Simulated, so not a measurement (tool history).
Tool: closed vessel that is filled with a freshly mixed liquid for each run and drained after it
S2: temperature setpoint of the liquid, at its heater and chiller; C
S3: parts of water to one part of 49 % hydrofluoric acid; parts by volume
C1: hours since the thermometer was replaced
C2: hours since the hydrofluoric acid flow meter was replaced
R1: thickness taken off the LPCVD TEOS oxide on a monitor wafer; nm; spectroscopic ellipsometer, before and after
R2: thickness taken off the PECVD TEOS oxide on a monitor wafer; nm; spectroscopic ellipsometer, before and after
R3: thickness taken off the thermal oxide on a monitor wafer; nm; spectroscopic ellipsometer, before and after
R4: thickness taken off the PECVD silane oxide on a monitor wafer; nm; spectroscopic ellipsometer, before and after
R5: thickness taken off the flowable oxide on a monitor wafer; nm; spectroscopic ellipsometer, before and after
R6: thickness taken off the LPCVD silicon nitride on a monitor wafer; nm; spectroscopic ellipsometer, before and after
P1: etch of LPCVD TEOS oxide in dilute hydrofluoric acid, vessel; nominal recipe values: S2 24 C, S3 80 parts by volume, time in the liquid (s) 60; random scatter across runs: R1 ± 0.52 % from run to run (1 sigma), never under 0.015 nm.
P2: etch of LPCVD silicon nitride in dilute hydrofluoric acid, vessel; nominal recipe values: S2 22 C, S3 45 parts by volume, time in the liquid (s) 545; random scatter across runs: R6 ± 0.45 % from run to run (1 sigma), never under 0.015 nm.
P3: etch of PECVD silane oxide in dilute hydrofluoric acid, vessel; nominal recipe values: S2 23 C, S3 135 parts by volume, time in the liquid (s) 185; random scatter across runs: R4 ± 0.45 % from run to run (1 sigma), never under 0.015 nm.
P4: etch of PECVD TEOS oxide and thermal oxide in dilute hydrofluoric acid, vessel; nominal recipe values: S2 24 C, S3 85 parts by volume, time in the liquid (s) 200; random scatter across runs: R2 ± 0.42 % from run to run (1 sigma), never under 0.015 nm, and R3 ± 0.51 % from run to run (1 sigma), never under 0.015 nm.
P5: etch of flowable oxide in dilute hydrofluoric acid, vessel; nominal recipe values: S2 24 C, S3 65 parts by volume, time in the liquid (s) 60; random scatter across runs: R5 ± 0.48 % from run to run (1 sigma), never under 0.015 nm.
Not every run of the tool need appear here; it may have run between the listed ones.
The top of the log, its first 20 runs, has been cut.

{"run": 21, "hour": 191.9, "process that ran": "P1", "S2": 24, "S3": 80, "time in the liquid (s)": 60, "C1": 115.3, "C2": 975.8, "R1": 31.298}
{"run": 22, "hour": 198.4, "process that ran": "P1", "S2": 24, "S3": 145, "time in the liquid (s)": 60, "C1": 121.8, "C2": 982.3, "R1": 16.052}
{"run": 23, "hour": 205.4, "process that ran": "P1", "S2": 24, "S3": 80, "time in the liquid (s)": 60, "C1": 128.8, "C2": 989.3, "R1": 31.672}
{"run": 24, "hour": 211.2, "process that ran": "P1", "S2": 30, "S3": 80, "time in the liquid (s)": 60, "C1": 134.6, "C2": 995.1, "R1": 39.751}
{"run": 25, "hour": 218.5, "process that ran": "P1", "S2": 24, "S3": 80, "time in the liquid (s)": 60, "C1": 141.9, "C2": 1002.4, "R1": 31.402}
{"run": 26, "hour": 228.4, "process that ran": "P5", "S2": 24, "S3": 35, "time in the liquid (s)": 60, "C1": 151.8, "C2": 1012.3, "R5": 76.172}
{"run": 27, "hour": 238.9, "process that ran": "P4", "S2": 29, "S3": 85, "time in the liquid (s)": 200, "C1": 162.3, "C2": 1022.8, "R2": 57.598, "R3": 13.667}
{"run": 28, "hour": 250.5, "process that ran": "P3", "S2": 23, "S3": 135, "time in the liquid (s)": 360, "C1": 173.9, "C2": 1034.4, "R4": 70.782}
{"run": 29, "hour": 255.9, "process that ran": "P3", "S2": 27.5, "S3": 135, "time in the liquid (s)": 185, "C1": 179.3, "C2": 1039.8, "R4": 43.062}
{"run": 30, "hour": 267.2, "process that ran": "P5", "S2": 24, "S3": 65, "time in the liquid (s)": 60, "C1": 190.6, "C2": 1051.1, "R5": 38.964}
{"run": 31, "hour": 278.5, "process that ran": "P2", "S2": 22, "S3": 45, "time in the liquid (s)": 545, "C1": 201.9, "C2": 1062.4, "R6": 4.9437}
{"run": 32, "hour": 285.3, "process that ran": "P5", "S2": 24, "S3": 65, "time in the liquid (s)": 60, "C1": 208.7, "C2": 1069.2, "R5": 39.116}
{"run": 33, "hour": 292.1, "process that ran": "P1", "S2": 24, "S3": 80, "time in the liquid (s)": 60, "C1": 215.5, "C2": 1076, "R1": 31.787}
{"run": 34, "hour": 298.2, "process that ran": "P1", "S2": 24, "S3": 80, "time in the liquid (s)": 60, "C1": 221.6, "C2": 1082.1, "R1": 30.688}

Forecast run 35:
{"run": 35, "hour": 309.3, "process that ran": "P1", "S2": 24, "S3": 80, "time in the liquid (s)": 60, "C1": 232.7, "C2": 1093.2, "R1": "?"}

{"run 35": {"R1": 29.949}}
